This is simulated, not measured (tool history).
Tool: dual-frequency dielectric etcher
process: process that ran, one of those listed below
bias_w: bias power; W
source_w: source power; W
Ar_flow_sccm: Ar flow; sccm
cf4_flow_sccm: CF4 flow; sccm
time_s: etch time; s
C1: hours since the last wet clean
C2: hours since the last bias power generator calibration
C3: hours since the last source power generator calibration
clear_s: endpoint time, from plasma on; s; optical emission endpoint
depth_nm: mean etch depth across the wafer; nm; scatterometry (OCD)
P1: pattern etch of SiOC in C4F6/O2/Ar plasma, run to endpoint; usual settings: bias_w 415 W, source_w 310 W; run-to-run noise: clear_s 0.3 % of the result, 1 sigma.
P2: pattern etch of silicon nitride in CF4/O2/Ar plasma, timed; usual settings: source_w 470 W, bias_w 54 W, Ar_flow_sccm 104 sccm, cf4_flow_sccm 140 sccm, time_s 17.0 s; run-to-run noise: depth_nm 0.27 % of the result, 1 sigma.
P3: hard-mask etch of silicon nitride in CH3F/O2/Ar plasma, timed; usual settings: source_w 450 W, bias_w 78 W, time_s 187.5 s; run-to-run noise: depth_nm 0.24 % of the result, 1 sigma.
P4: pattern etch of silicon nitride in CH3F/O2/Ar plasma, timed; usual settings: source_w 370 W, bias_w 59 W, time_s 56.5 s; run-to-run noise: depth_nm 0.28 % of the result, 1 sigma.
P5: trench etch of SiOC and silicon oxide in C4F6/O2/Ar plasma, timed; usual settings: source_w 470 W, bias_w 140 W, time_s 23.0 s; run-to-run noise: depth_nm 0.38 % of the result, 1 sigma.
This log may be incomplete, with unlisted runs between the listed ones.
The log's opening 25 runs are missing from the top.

Run 26, day 12.067: process P2, bias_w 67 W, source_w 470 W, Ar_flow_sccm 104 sccm, cf4_flow_sccm 140 sccm, time_s 17.0 s; C1 330.7; C2 850.8; C3 1359.7. Result: depth_nm 34.826 nm.
Run 27, day 12.483: process P3, bias_w 78 W, source_w 450 W, time_s 111.0 s; C1 340.7; C2 860.8; C3 1369.7. Result: depth_nm 84.157 nm.
Run 28, day 12.800: process P1, bias_w 415 W, source_w 310 W; C1 348.3; C2 868.4; C3 1377.3. Result: clear_s 13.198 s.
Run 29, day 13.092: process P3, bias_w 78 W, source_w 270 W, time_s 187.5 s; C1 355.3; C2 875.4; C3 1384.3. Result: depth_nm 117.530 nm.
Run 30, day 13.450: process P5, bias_w 140 W, source_w 470 W, time_s 23.0 s; C1 363.9; C2 884.0; C3 1392.9. Result: depth_nm 44.838 nm.
Run 31, day 13.933: process P2, bias_w 54 W, source_w 470 W, Ar_flow_sccm 104 sccm, cf4_flow_sccm 140 sccm, time_s 25.0 s; C1 375.5; C2 895.6; C3 1404.5. Result: depth_nm 47.611 nm.
Run 32, day 14.596: process P5, bias_w 140 W, source_w 470 W, time_s 13.5 s; C1 391.4; C2 911.5; C3 1420.4. Result: depth_nm 25.936 nm.
Run 33, day 15.121: process P4, bias_w 59 W, source_w 370 W, time_s 56.5 s; C1 404.0; C2 924.1; C3 1433.0. Result: depth_nm 35.520 nm.
Run 34, day 15.458: process P1, bias_w 415 W, source_w 310 W; C1 412.1; C2 932.2; C3 1441.1. Result: clear_s 13.282 s.
Run 35, day 15.846: process P1, bias_w 415 W, source_w 310 W; C1 421.4; C2 941.5; C3 1450.4. Result: clear_s 13.326 s.

For run 36, what comes out?
Run 36, day 16.267: process P1, bias_w 415 W, source_w 310 W; C1 431.5; C2 951.6; C3 1460.5. Result: clear_s ?.

{"run 36": {"clear_s": 13.328}}
